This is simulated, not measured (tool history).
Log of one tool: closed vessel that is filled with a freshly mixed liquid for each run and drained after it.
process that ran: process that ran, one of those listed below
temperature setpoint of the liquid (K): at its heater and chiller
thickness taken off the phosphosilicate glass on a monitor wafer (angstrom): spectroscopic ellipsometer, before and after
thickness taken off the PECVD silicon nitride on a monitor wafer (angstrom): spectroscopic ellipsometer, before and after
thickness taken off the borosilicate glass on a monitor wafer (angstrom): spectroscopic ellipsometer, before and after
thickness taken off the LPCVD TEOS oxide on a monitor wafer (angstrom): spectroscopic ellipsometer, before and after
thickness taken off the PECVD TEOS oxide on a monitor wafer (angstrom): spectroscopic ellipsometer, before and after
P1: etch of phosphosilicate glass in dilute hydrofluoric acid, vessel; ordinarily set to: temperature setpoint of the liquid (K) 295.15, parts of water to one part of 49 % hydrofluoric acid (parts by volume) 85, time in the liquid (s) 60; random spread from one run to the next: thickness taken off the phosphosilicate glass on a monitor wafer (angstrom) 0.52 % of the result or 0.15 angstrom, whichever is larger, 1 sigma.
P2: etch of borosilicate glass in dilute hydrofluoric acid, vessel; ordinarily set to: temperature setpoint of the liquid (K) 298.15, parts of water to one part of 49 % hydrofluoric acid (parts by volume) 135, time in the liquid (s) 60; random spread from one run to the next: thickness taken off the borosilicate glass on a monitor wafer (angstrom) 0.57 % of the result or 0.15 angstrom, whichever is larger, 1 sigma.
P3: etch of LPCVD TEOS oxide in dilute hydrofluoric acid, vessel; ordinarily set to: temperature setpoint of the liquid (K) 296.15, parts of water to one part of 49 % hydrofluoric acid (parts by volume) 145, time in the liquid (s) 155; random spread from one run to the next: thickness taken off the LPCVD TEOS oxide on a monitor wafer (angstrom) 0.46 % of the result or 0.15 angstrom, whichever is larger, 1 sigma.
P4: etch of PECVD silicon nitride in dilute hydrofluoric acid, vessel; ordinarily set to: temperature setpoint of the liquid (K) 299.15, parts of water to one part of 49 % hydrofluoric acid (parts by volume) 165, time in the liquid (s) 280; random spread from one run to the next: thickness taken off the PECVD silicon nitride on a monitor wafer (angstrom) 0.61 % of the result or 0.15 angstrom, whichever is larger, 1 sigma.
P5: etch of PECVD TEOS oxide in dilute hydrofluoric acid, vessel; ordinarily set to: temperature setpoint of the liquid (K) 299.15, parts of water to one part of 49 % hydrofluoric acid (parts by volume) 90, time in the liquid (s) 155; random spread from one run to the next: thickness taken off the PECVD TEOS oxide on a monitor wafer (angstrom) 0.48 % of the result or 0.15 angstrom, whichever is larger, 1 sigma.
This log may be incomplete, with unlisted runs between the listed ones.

run   hour  process that ran  temperature setpoint of the liquid (K)  parts of water to one part of 49 % hydrofluoric acid (parts by volume)  time in the liquid (s)  hours since the thermometer was replaced  hours since the hydrofluoric acid flow meter was replaced  thickness taken off the phosphosilicate glass on a monitor wafer (angstrom)  thickness taken off the PECVD silicon nitride on a monitor wafer (angstrom)  thickness taken off the borosilicate glass on a monitor wafer (angstrom)  thickness taken off the LPCVD TEOS oxide on a monitor wafer (angstrom)  thickness taken off the PECVD TEOS oxide on a monitor wafer (angstrom)
  1    3.6                P1                                  295.15                                                                      85                      60                                     370.9                                                      551.9                                                                       539.98
  2    6.8                P4                                  299.15                                                                      90                     280                                     374.1                                                      555.1                                                                                                                                                    97.104
  3   11.5                P2                                  294.15                                                                     135                      60                                     378.8                                                      559.8                                                                                                                                                                                                                              126.16
  4   15.2                P2                                  298.15                                                                     135                      60                                     382.5                                                      563.5                                                                                                                                                                                                                              147.39
  5   18.1                P3                                  296.15                                                                     145                     155                                     385.4                                                      566.4                                                                                                                                                                                                                                                                                                      200.94
  6   20.8                P4                                  304.15                                                                     165                     280                                     388.1                                                      569.1                                                                                                                                                     71.72
  7   24.8                P1                                  295.15                                                                      85                      30                                     392.1                                                      573.1                                                                       270.42
  8   28.8                P1                                  301.15                                                                      85                      95                                     396.1                                                      577.1                                                                         1082
  9   31.3                P1                                  303.15                                                                      85                      30                                     398.6                                                      579.6                                                                       371.73
 10   35.2                P1                                  295.15                                                                      85                      60                                     402.5                                                      583.5                                                                       540.57
 11   37.7                P1                                  291.15                                                                      85                      60                                       405                                                        586                                                                       459.88
 12   41.1                P3                                  296.15                                                                      90                     155                                     408.4                                                      589.4                                                                                                                                                                                                                                                                                                      343.72
 13   44.3                P5                                  299.15                                                                      90                     155                                     411.6                                                      592.6                                                                                                                                                                                                                                                                                                                                                                              264.03
 14   48.8                P2                                  298.15                                                                     135                      30                                     416.1                                                      597.1                                                                                                                                                                                                                              73.121
 15   51.5                P3                                  296.15                                                                     145                     155                                     418.8                                                      599.8                                                                                                                                                                                                                                                                                                      199.69
 16   55.3                P4                                  299.15                                                                     165                     280                                     422.6                                                      603.6                                                                                                                                                    53.204
 17   58.1                P1                                  295.15                                                                      85                      60                                     425.4                                                      606.4                                                                       543.46
 18   62.3                P1                                  295.15                                                                      85                      60                                     429.6                                                      610.6                                                                        543.2
 19   65.7                P1                                  295.15                                                                      55                      60                                       433                                                        614                                                                       873.48
 20   68.2                P1                                  295.15                                                                     135                      60                                     435.5                                                      616.5                                                                       320.12
 21   72.1                P5                                  299.15                                                                      90                     155                                     439.4                                                      620.4                                                                                                                                                                                                                                                                                                                                                                              264.18
 22   75.2                P1                                  295.15                                                                      85                      60                                     442.5                                                      623.5                                                                       539.94
 23   78.5                P5                                  299.15                                                                      90                     310                                     445.8                                                      626.8                                                                                                                                                                                                                                                                                                                                                                              526.38
 24   83.2                P2                                  298.15                                                                      60                      60                                     450.5                                                      631.5                                                                                                                                                                                                                               362.9
 25   85.5                P5                                  299.15                                                                     135                     155                                     452.8                                                      633.8                                                                                                                                                                                                                                                                                                                                                                              166.43
 26   90.1                P4                                  299.15                                                                     165                     455                                     457.4                                                      638.4                                                                                                                                                    85.494
 27   94.6                P1                                  295.15                                                                      85                     100                                     461.9                                                      642.9                                                                       904.18
 28   98.1                P4                                  299.15                                                                     165                     280                                     465.4                                                      646.4                                                                                                                                                    53.334
 29  102.8                P3                                  292.15                                                                     145                     155                                     470.1                                                      651.1                                                                                                                                                                                                                                                                                                      173.22
 30  105.4                P1                                  301.65                                                                      85                      60                                     472.7                                                      653.7                                                                       703.12

Run 31, settings as shown, results not yet in. Your forecast:
 31  108.2                P5                                  290.65                                                                      90                     155                                     475.5                                                      656.5                                                                                                                                                                                                                                                                                                                                                                                   ?

thickness taken off the PECVD TEOS oxide on a monitor wafer (angstrom): 187.64

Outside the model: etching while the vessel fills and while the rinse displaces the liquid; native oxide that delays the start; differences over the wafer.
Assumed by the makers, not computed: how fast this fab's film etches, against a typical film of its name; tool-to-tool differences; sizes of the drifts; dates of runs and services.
